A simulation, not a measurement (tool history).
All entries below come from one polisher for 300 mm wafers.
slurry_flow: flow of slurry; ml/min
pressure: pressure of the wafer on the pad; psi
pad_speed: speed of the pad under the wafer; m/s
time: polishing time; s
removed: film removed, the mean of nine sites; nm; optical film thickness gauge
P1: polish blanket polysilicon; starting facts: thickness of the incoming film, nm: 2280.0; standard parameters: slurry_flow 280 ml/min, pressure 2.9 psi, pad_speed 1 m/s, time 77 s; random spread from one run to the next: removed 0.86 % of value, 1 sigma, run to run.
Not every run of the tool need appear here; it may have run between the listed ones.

run   hour  slurry_flow  pressure  pad_speed  time  wafers polished on this pad  hours since the slurry nozzle was cleaned  hours since the head pressure was calibrated  removed
  1      6          280       2.9          1    77                          606                                      264.1                                           376   565.22
  2   10.9          280       2.9          1    77                          633                                        269                                         380.9   566.21
  3   19.2          280       2.9          1    77                          678                                      277.3                                         389.2   567.82
  4   26.6          280       2.9          1    77                          719                                      284.7                                         396.6   575.21
  5   32.9          415       2.9          1    77                          754                                        291                                         402.9   579.58
  6   40.8          280       4.5          1    77                          797                                      298.9                                         410.8   877.33
  7   47.2          280       2.9          1   111                          832                                      305.3                                         417.2   814.17
  8     56          280       2.9       1.32    96                          880                                      314.1                                           426    927.7
  9   66.2          280       2.9       1.44    77                          936                                      324.3                                         436.2   810.55
 10   76.5          170       2.9          1    77                          992                                      334.6                                         446.5   535.93
 11     86          280       2.9          1    52                         1045                                      344.1                                           456   380.73
 12   91.6          170       4.4          1    77                         1075                                      349.7                                         461.6    801.2
 13  100.9          280       1.6          1    77                         1126                                        359                                         470.9   308.56
 14  108.8          280       2.9        0.7    77                         1169                                      366.9                                         478.8    400.1
 15  117.6          280       2.9          1    77                         1218                                      375.7                                         487.6   562.05
 16  126.5          280       2.9          1    77                         1266                                      384.6                                         496.5    571.8
 17  131.1          280       2.9          1    77                         1292                                      389.2                                         501.1   564.46
 18  135.8          280       2.9          1    77                         1317                                      393.9                                         505.8   554.22
 19  144.8          280       2.9          1    77                         1367                                      402.9                                         514.8   556.29
 20  150.1          280       2.9          1    77                         1396                                      408.2                                         520.1   539.75

Run 21 is up next; what results do you expect?
 21   160          280       2.9          1    77                         1450                                      418.1                                           530        ?

{"run 21": {"removed": 542.66}}
